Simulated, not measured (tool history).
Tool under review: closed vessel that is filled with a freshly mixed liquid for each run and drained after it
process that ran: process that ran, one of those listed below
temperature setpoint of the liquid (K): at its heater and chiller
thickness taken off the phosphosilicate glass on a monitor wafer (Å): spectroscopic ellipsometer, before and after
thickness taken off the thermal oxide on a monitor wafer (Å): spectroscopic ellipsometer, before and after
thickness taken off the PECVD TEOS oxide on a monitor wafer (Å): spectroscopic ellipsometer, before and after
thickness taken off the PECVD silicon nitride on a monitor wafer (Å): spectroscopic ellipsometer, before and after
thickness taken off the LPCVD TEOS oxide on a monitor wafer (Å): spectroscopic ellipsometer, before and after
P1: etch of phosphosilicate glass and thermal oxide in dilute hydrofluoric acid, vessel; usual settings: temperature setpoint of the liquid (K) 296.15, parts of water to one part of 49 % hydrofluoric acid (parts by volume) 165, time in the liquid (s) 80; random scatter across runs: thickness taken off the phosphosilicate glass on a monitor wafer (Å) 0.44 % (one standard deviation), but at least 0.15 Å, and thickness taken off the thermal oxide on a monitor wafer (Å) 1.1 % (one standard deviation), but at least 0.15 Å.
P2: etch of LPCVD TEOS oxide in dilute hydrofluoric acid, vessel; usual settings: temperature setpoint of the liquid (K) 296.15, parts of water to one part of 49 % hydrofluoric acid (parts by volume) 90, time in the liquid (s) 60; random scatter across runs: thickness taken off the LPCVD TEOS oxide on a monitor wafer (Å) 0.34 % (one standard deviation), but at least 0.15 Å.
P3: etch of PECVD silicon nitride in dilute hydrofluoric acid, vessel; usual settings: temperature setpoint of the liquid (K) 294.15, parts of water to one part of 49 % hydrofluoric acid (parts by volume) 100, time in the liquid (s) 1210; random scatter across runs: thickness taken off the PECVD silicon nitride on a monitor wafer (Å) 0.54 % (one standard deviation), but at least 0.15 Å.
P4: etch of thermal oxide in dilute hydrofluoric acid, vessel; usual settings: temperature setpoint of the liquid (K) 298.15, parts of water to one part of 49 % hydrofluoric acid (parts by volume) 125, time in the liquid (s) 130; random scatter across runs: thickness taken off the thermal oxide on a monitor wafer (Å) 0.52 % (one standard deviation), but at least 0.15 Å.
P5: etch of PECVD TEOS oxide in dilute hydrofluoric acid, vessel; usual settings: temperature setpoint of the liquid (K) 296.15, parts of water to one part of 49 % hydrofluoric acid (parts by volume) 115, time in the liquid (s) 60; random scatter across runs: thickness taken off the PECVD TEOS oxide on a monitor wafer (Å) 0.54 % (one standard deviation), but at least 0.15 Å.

run	hour	process that ran	temperature setpoint of the liquid (K)	parts of water to one part of 49 % hydrofluoric acid (parts by volume)	time in the liquid (s)	hours since the thermometer was replaced	hours since the hydrofluoric acid flow meter was replaced	thickness taken off the phosphosilicate glass on a monitor wafer (Å)	thickness taken off the thermal oxide on a monitor wafer (Å)	thickness taken off the PECVD TEOS oxide on a monitor wafer (Å)	thickness taken off the PECVD silicon nitride on a monitor wafer (Å)	thickness taken off the LPCVD TEOS oxide on a monitor wafer (Å)
1	8.1	P1	296.15	165	80	722.0	245.1	316.730	21.0070			
2	16.2	P1	296.15	165	40	730.1	253.2	159.780	10.2950			
3	30.9	P1	296.15	165	80	744.8	267.9	321.960	20.5170			
4	46.7	P5	296.15	115	100	760.6	283.7			93.171		
5	57.9	P1	292.15	165	80	771.8	294.9	274.930	17.4670			
6	66.1	P1	302.65	240	80	780.0	303.1	255.680	16.4050			
7	81.5	P3	294.15	100	1210	795.4	318.5				431.680	
8	91.6	P4	306.65	125	130	805.5	328.6		65.8260			
9	108.2	P3	294.15	100	1210	822.1	345.2				434.240	
10	119.9	P2	303.65	90	60	833.8	356.9					492.75
11	129.1	P1	296.15	165	80	843.0	366.1	321.780	20.7650			
12	143.3	P2	296.15	90	95	857.2	380.3					583.91
13	156.7	P1	296.15	165	80	870.6	393.7	316.880	20.4970			
14	167.2	P5	302.15	115	60	881.1	404.2			71.212		
15	177.2	P4	298.15	125	130	891.1	414.2		47.8820			
16	193.9	P1	301.65	165	80	907.8	430.9	394.520	25.3790			
17	203.4	P1	296.15	165	80	917.3	440.4	321.880	20.0960			
18	212.0	P1	296.15	220	35	925.9	449.0	99.597	6.3801			
19	227.4	P3	298.65	100	1210	941.3	464.4				582.910	
20	242.6	P1	296.15	70	80	956.5	479.6	843.720	53.3730			
21	257.1	P2	296.15	90	60	971.0	494.1					367.17
22	269.1	P3	294.15	100	140	983.0	506.1				49.918	
23	284.7	P4	298.15	125	190	998.6	521.7		69.9730			
24	298.6	P2	296.15	145	60	1012.5	535.6					213.81
25	309.8	P4	298.15	180	130	1023.7	546.8		30.7790			
26	325.4	P5	296.15	200	60	1039.3	562.4			29.458		
27	340.6	P4	298.15	125	130	1054.5	577.6		46.8790			
28	353.1	P3	294.15	50	1210	1067.0	590.1				858.230	
29	366.2	P1	296.15	165	125	1080.1	603.2	502.090	32.8860			
30	375.8	P1	296.15	245	80	1089.7	612.8	199.050	12.6420			
31	385.4	P5	296.15	115	60	1099.3	622.4			55.760		
32	398.4	P1	296.15	165	80	1112.3	635.4	318.530	20.8950			
33	412.0	P1	296.15	165	80	1125.9	649.0	328.200	21.1930			
34	428.7	P1	296.15	165	80	1142.6	665.7	340.820	21.5220			
35	443.4	P1	296.15	165	80	1157.3	680.4	342.380	21.5480			
36	454.6	P1	296.15	165	80	1168.5	691.6	343.190	21.9580			
37	462.6	P1	296.15	165	80	1176.5	699.6	346.170	21.7860			
38	479.2	P1	296.15	165	80	1193.1	716.2	344.440	21.7510			
39	495.0	P1	296.15	165	80	1208.9	732.0	346.050	22.2090			

The output of P1 has drifted from where it used to be. Each of the 2 causes below, taken at the size shown beside it, accounts for the log equally well:
A: hydrofluoric acid flow above the setpoint (%) = 6.86
B: liquid hotter than its thermometer reads (K) = 2.07
The onset of the drift is placed at about hour 398.4.

4 check runs are offered, one wafer each, their results left as question marks. Which one tells the causes apart?
check 1	510.8	P3	294.15	100	655						?	
check 2	510.8	P2	296.15	120	60							?
check 3	510.8	P5	299.65	150	60					?		
check 4	510.8	P4	305.65	175	130				?			

Outcome of each check run for each possible cause:
check	result	if A	if B
check 1	thickness taken off the PECVD silicon nitride on a monitor wafer (Å)	250.650	269.820
check 2	thickness taken off the LPCVD TEOS oxide on a monitor wafer (Å)	286.58	288.15
check 3	thickness taken off the PECVD TEOS oxide on a monitor wafer (Å)	51.250	51.160
check 4	thickness taken off the thermal oxide on a monitor wafer (Å)	45.5720	45.0610
Per check, the gap between the least separated pair of causes, taken in the result that splits them most: check 1 7.37 %; check 2 0.55 %; check 3 0.18 %; check 4 1.13 %
The causes can be told apart only by check 1. The other checks would give nearly the same results under each of them.

Check 1 was then run and gave: thickness taken off the PECVD silicon nitride on a monitor wafer (Å) 267.650. Which cause is it?

B is the cause: liquid hotter than its thermometer reads (K).
